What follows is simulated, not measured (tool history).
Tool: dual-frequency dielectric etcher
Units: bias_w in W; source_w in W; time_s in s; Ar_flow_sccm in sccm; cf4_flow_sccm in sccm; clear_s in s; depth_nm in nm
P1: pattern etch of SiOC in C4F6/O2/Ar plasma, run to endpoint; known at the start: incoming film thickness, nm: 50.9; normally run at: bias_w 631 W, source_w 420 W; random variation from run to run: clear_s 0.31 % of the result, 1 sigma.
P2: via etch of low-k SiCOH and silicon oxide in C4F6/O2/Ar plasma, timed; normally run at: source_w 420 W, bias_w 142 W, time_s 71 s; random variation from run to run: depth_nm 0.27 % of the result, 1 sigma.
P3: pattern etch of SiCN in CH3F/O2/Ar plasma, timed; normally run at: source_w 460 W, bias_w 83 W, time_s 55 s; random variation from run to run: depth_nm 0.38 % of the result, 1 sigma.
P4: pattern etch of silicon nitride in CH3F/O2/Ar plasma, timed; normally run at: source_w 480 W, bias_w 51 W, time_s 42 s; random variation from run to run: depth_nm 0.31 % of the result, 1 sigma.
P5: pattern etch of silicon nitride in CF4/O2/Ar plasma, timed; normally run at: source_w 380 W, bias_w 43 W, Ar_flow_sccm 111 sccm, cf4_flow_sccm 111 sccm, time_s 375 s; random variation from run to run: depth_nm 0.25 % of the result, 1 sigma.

run,day,process,bias_w,source_w,time_s,Ar_flow_sccm,cf4_flow_sccm,clear_s,depth_nm
1,0.475,P1,631,420,,,,15.404,
2,0.904,P3,83,590,55,,,,25.297
3,1.196,P4,67,480,42,,,,31.146
4,1.692,P5,43,380,206.5,111,111,,288.19
5,2.283,P5,43,380,375,111,111,,524.79
6,2.867,P5,43,380,375,142,111,,505.93
7,3.229,P4,51,590,42,,,,30.698
8,3.838,P4,51,480,53.5,,,,36.206
9,4.429,P2,142,420,71,,,,187.68
10,4.979,P1,784,340,,,,15.142,
11,5.525,P2,97,420,71,,,,168.17
12,5.912,P1,631,420,,,,15.274,
13,6.438,P5,43,380,375,111,111,,523.03
14,7.05,P1,631,420,,,,15.338,
15,7.442,P5,34,380,375,111,111,,478.54
16,7.875,P5,43,500,375,111,111,,664.62
17,8.5,P1,631,500,,,,14.331,
18,9.092,P1,631,420,,,,15.352,
19,9.538,P1,631,420,,,,15.283,
20,9.825,P2,142,420,71,,,,187.34
21,10.371,P1,433,560,,,,15.847,
22,10.921,P2,142,420,39,,,,102.5
23,11.392,P1,631,320,,,,16.941,
24,11.788,P4,51,480,42,,,,28.417
25,12.404,P1,503,550,,,,15.099,
26,12.712,P3,83,460,34.5,,,,14.343
27,13.25,P2,142,330,71,,,,170.34
28,13.658,P1,758,420,,,,14.273,
29,14.271,P3,113,460,55,,,,25.929
30,14.675,P1,631,420,,,,15.238,
31,15.275,P1,631,420,,,,15.288,
32,15.788,P3,83,460,55,,,,23.028
33,16.321,P5,43,380,375,111,64,,485.18
34,16.633,P1,368,420,,,,18.729,
35,17.138,P1,631,420,,,,15.263,
36,17.654,P1,631,420,,,,15.228,
37,18.25,P1,631,420,,,,15.166,
# day 18.758: wet clean of the chamber
38,18.838,P1,631,420,,,,15.114,
39,19.383,P1,631,420,,,,15.16,
40,19.933,P1,631,420,,,,15.172,
41,20.258,P1,631,420,,,,15.149,
42,20.667,P1,631,420,,,,15.128,
43,21.217,P1,631,420,,,,15.149,

What P1 gives has crept away from where it was. These 2 causes fit the log equally well, each at the size given:
A: source power that arrives over what is set, % = 4.26
B: bias power that arrives over what is set, % = 4.04
The creep began at about day 17.138.
Why every other cause is out:
chamber walls in a state that raises the etch rate, %: serviced at day 18.758, which brought nothing back

4 check runs are offered, one wafer each, their results left as question marks. Which one tells the causes apart?
check 1,21.767,P4,51,480,42,,,,?
check 2,21.767,P5,43,380,375,111,111,,?
check 3,21.767,P2,142,420,71,,,,?
check 4,21.767,P3,83,460,55,,,,?

What each check would give under each cause:
check,result,if A,if B
check 1,depth_nm,28.86,28.745
check 2,depth_nm,541.9,530.26
check 3,depth_nm,190.82,189.93
check 4,depth_nm,23.392,23.362
How far apart the two closest causes lie, in the result that separates them most: check 1 0.4 %; check 2 2.17 %; check 3 0.47 %; check 4 0.13 %
Only check 2 tells the causes apart: in the others they would give nearly the same result.

Check 2 was then run and gave: depth_nm 528.7 nm. Which cause is it?

It is B: bias power that arrives over what is set, %.
